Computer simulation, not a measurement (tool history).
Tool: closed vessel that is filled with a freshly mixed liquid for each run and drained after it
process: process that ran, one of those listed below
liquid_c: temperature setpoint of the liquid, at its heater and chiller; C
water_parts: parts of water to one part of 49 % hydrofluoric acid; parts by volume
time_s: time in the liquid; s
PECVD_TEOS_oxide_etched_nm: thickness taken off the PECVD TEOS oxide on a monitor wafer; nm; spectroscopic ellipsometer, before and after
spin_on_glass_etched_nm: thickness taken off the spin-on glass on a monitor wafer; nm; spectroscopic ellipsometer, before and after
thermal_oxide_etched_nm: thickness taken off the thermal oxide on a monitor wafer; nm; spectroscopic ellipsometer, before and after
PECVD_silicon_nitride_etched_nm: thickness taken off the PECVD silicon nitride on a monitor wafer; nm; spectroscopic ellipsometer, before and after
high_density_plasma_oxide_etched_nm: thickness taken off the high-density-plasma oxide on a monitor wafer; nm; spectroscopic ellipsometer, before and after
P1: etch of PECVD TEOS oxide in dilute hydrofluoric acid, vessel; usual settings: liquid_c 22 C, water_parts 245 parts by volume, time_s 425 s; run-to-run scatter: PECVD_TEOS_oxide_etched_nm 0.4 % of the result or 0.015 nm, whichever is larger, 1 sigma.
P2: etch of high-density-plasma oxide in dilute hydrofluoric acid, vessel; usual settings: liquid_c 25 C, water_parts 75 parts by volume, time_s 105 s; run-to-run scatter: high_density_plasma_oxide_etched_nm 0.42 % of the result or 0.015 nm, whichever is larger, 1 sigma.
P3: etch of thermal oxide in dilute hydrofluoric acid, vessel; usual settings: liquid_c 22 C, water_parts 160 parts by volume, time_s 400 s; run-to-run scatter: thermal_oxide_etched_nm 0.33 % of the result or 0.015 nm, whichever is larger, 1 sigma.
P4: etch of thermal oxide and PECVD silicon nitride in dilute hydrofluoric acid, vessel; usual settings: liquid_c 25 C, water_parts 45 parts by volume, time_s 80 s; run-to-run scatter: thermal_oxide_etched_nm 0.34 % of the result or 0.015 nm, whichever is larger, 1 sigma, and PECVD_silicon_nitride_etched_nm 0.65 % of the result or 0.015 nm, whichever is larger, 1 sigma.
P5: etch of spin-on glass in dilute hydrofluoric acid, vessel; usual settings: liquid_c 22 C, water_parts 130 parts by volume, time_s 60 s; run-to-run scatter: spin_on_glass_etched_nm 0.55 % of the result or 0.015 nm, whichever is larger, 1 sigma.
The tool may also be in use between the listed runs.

run,hour,process,liquid_c,water_parts,time_s,hours since the thermometer was replaced,hours since the hydrofluoric acid flow meter was replaced,PECVD_TEOS_oxide_etched_nm,spin_on_glass_etched_nm,thermal_oxide_etched_nm,PECVD_silicon_nitride_etched_nm,high_density_plasma_oxide_etched_nm
1,7.3,P1,22,245,425,418.7,200.1,19.626,,,,
2,13.1,P1,22,90,425,424.5,205.9,63.093,,,,
3,20.7,P5,22,220,60,432.1,213.5,,9.4565,,,
4,29.3,P4,25,20,80,440.7,222.1,,,23.68,7.2506,
5,37.3,P3,22,160,600,448.7,230.1,,,14.857,,
6,41.7,P3,17,160,400,453.1,234.5,,,8.1197,,
7,46.6,P4,25,45,30,458,239.4,,,3.8338,1.2079,
8,55.4,P1,22,245,425,466.8,248.2,19.702,,,,
9,61.4,P2,25,75,105,472.8,254.2,,,,,10.262
10,70.2,P1,22,245,425,481.6,263,19.75,,,,
11,77.8,P1,29,245,595,489.2,270.6,35.177,,,,
12,81.9,P2,25,125,105,493.3,274.7,,,,,5.7187
13,87.2,P4,25,45,80,498.6,280,,,10.212,3.3254,
14,94.4,P3,22,290,400,505.8,287.2,,,4.836,,
# hour 98.6: hydrofluoric acid flow meter replaced
15,99.1,P1,28,395,425,510.5,0.6,12.877,,,,
16,107.7,P5,22,130,60,519.1,9.2,,17.684,,,
17,112.5,P5,22,130,60,523.9,14,,17.438,,,
18,118.3,P3,22,160,400,529.7,19.8,,,9.9742,,
19,124,P5,26.5,130,60,535.4,25.5,,20.885,,,
20,128.5,P5,22,130,120,539.9,30,,35.351,,,
21,137.3,P1,22,245,85,548.7,38.8,3.9156,,,,
22,145.6,P1,22,415,775,557,47.1,18.073,,,,
23,149.8,P1,22,245,425,561.2,51.3,19.683,,,,
24,155.5,P1,29,245,425,566.9,57,25.19,,,,
25,162.5,P1,22,245,425,573.9,64,19.448,,,,
26,167.8,P4,17,45,80,579.2,69.3,,,7.2668,1.8852,
27,175.6,P1,17.5,245,425,587,77.1,16.547,,,,
28,180.3,P1,22,245,645,591.7,81.8,29.697,,,,
29,187.9,P2,31.5,75,105,599.3,89.4,,,,,13.183
30,196.3,P1,22,245,425,607.7,97.8,19.546,,,,
31,201.3,P2,25,75,30,612.7,102.8,,,,,2.9159
32,205.7,P1,22,430,425,617.1,107.2,9.4693,,,,
33,212.2,P1,22,245,425,623.6,113.7,19.543,,,,
34,220.1,P1,22,245,425,631.5,121.6,19.687,,,,
35,224,P1,22,245,425,635.4,125.5,19.149,,,,
36,228,P1,22,245,425,639.4,129.5,18.784,,,,
37,233.4,P1,22,245,425,644.8,134.9,18.623,,,,
38,237.6,P1,22,245,425,649,139.1,18.358,,,,
39,243.6,P1,22,245,425,655,145.1,18.442,,,,
40,250.1,P1,22,245,425,661.5,151.6,18.152,,,,
41,256.2,P1,22,245,425,667.6,157.7,18.165,,,,
42,264.6,P1,22,245,425,676,166.1,18.183,,,,

What P1 gives has crept away from where it was. These 2 causes fit the log equally well, each at the size given:
A: liquid colder than its thermometer reads (K) = 2.1
B: hydrofluoric acid flow below the setpoint (%) = 6.06
The creep began at about hour 220.1.

4 check runs are offered, each on 2 wafers whose results are averaged, their results left as question marks. Which one tells the causes apart?
check 1,273,P4,20,45,40,,,,,?,?,
check 2,273,P3,22,255,400,,,,,?,,
check 3,273,P5,25.5,205,60,,,,?,,,
check 4,273,P2,29.5,120,105,,,,,,,?

What each check would give under each cause:
check,result,if A,if B
check 1,thermal_oxide_etched_nm,3.7774,3.8702
check 1,PECVD_silicon_nitride_etched_nm,1.0115,1.1031
check 2,thermal_oxide_etched_nm,5.2434,5.24
check 3,spin_on_glass_etched_nm,10.863,10.863
check 4,high_density_plasma_oxide_etched_nm,6.6236,6.6611
How far apart the two closest causes lie, in the result that separates them most: check 1 8.67 %; check 2 0.07 %; check 3 0 %; check 4 0.56 %
Only check 1 tells the causes apart: in the others they would give nearly the same result.

Check 1 was then run and gave: thermal_oxide_etched_nm 3.7885 nm; PECVD_silicon_nitride_etched_nm 1.0117 nm. Which cause is it?

It is A: liquid colder than its thermometer reads (K).
